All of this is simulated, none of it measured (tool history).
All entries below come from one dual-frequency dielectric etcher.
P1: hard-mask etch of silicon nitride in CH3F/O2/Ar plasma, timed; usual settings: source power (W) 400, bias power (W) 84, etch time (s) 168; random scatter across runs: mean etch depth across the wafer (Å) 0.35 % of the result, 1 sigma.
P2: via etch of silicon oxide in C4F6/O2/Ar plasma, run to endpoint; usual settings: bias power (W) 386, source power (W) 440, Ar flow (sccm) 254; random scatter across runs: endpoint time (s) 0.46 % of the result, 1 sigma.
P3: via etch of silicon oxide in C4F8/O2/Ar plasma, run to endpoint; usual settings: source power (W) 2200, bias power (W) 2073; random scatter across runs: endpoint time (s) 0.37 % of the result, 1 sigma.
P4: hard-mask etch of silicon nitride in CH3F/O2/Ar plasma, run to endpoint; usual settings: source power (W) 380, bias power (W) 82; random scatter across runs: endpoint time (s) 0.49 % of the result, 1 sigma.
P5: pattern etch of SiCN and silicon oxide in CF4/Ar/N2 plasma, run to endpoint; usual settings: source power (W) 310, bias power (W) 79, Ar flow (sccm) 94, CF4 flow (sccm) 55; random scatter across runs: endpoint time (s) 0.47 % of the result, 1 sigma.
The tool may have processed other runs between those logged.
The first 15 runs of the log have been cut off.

run   hour  process that ran  source power (W)  bias power (W)  etch time (s)  Ar flow (sccm)  CF4 flow (sccm)  hours since the last wet clean  hours since the last source power generator calibration  hours since the last bias power generator calibration  mean etch depth across the wafer (Å)  endpoint time (s)
 16  120.3                P1               400              84          101.5                                                            498.9                                                   2019.5                                                 1265.9                                742.41
 17  129.7                P1               480              84            168                                                            508.3                                                   2028.9                                                 1275.3                                1313.2
 18  135.3                P3              1750            2073                                                                           513.9                                                   2034.5                                                 1280.9                                                   292.58
 19  144.4                P4               380              82                                                                             523                                                   2043.6                                                   1290                                                   45.497
 20  149.8                P5               310             111                             94               55                           528.4                                                     2049                                                 1295.4                                                   14.153
 21  158.3                P1               250              84            168                                                            536.9                                                   2057.5                                                 1303.9                                1028.2
     162.8  -- source power generator calibrated
 22  166.1                P1               400              58            168                                                            544.7                                                      3.3                                                 1311.7                                  1080
 23    174                P2               610             386                            254                                            552.6                                                     11.2                                                 1319.6                                                    12.86
 24  183.6                P5               230              79                             94               55                           562.2                                                     20.8                                                 1329.2                                                   20.516
 25  190.1                P5               310              79                            131               55                           568.7                                                     27.3                                                 1335.7                                                   16.732
 26  196.4                P2               440             386                            254                                              575                                                     33.6                                                   1342                                                   14.571
 27    206                P1               400             106            168                                                            584.6                                                     43.2                                                 1351.6                                1350.2
 28  214.6                P5               310              79                             94               55                           593.2                                                     51.8                                                 1360.2                                                   16.111
 29  220.3                P1               400              84            168                                                            598.9                                                     57.5                                                 1365.9                                1226.6
 30  229.9                P1               400              84            168                                                            608.5                                                     67.1                                                 1375.5                                1241.2
 31  238.9                P1               400              84            168                                                            617.5                                                     76.1                                                 1384.5                                1241.1
 32  243.5                P1               400              84            168                                                            622.1                                                     80.7                                                 1389.1                                  1247
 33  251.3                P1               400              84            168                                                            629.9                                                     88.5                                                 1396.9                                1248.8
 34  255.6                P1               400              84            168                                                            634.2                                                     92.8                                                 1401.2                                1246.6
 35  260.4                P1               400              84            168                                                              639                                                     97.6                                                   1406                                1247.3
 36  266.7                P1               400              84            168                                                            645.3                                                    103.9                                                 1412.3                                  1244
 37  274.7                P1               400              84            168                                                            653.3                                                    111.9                                                 1420.3                                1251.2
     274.9  -- wet clean of the chamber
 38  281.1                P1               400              84            168                                                              6.2                                                    118.3                                                 1426.7                                1245.3
 39  289.5                P1               400              84            168                                                             14.6                                                    126.7                                                 1435.1                                1249.8

Run 40 has not been measured yet. What should we expect?
 40  294.9                P1               400              84            168                                                               20                                                    132.1                                                 1440.5                                     ?

Run 40 produced mean etch depth across the wafer (Å) 1245.6.
